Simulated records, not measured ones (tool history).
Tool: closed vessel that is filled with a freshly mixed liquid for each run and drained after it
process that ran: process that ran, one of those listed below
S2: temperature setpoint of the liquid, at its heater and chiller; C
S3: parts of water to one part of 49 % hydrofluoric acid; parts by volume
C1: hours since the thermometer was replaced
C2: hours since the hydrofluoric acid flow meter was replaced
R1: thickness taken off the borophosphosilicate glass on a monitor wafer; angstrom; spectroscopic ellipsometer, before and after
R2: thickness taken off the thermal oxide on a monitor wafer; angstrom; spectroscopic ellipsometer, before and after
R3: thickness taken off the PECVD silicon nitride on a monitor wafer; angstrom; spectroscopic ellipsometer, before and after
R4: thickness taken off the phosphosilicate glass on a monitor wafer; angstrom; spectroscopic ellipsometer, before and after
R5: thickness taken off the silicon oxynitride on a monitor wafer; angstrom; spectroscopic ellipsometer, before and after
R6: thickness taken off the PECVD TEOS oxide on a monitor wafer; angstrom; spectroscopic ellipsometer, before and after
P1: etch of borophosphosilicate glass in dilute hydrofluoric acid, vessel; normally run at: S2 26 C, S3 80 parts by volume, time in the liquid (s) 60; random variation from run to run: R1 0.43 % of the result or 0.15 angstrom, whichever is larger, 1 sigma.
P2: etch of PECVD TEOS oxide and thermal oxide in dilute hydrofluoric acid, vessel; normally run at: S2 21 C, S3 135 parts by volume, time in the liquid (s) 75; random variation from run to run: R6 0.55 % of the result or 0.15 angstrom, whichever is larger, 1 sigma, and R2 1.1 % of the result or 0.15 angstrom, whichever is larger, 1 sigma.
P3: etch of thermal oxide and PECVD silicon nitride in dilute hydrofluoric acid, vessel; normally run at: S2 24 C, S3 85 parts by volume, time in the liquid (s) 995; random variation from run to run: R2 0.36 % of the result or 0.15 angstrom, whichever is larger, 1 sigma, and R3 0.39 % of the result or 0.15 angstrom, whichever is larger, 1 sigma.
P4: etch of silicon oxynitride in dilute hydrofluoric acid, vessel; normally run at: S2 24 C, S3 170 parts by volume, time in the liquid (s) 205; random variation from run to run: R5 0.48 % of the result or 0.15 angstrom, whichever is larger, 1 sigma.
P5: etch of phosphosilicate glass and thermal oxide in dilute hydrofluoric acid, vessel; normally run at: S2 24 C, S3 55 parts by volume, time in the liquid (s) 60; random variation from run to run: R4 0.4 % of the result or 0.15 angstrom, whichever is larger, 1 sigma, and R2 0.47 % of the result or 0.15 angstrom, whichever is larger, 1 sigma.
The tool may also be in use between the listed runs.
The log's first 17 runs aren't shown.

{"run": 18, "hour": 198.1, "process that ran": "P1", "S2": 26, "S3": 80, "time in the liquid (s)": 60, "C1": 803.3, "C2": 369.5, "R1": 440.63}
{"run": 19, "hour": 209.9, "process that ran": "P2", "S2": 21, "S3": 135, "time in the liquid (s)": 75, "C1": 815.1, "C2": 381.3, "R2": 21.857, "R6": 116.84}
{"run": 20, "hour": 225.4, "process that ran": "P2", "S2": 21, "S3": 135, "time in the liquid (s)": 75, "C1": 830.6, "C2": 396.8, "R2": 21.703, "R6": 116.26}
{"run": 21, "hour": 238.6, "process that ran": "P1", "S2": 26, "S3": 80, "time in the liquid (s)": 105, "C1": 843.8, "C2": 410, "R1": 774.07}
{"run": 22, "hour": 251.8, "process that ran": "P5", "S2": 24, "S3": 55, "time in the liquid (s)": 60, "C1": 857, "C2": 423.2, "R2": 53.43, "R4": 1290.2}
{"run": 23, "hour": 262.5, "process that ran": "P2", "S2": 17, "S3": 135, "time in the liquid (s)": 75, "C1": 867.7, "C2": 433.9, "R2": 18.873, "R6": 99.62}
{"run": 24, "hour": 273.5, "process that ran": "P3", "S2": 24, "S3": 85, "time in the liquid (s)": 555, "C1": 878.7, "C2": 444.9, "R2": 326.49, "R3": 321.07}
{"run": 25, "hour": 283.0, "process that ran": "P1", "S2": 26, "S3": 20, "time in the liquid (s)": 60, "C1": 888.2, "C2": 454.4, "R1": 1930.5}

Run 26 comes next. What will it give?
{"run": 26, "hour": 290.0, "process that ran": "P2", "S2": 21, "S3": 240, "time in the liquid (s)": 75, "C1": 895.2, "C2": 461.4, "R2": "?", "R6": "?"}

R2: 10.883 angstrom
R6: 59.06 angstrom
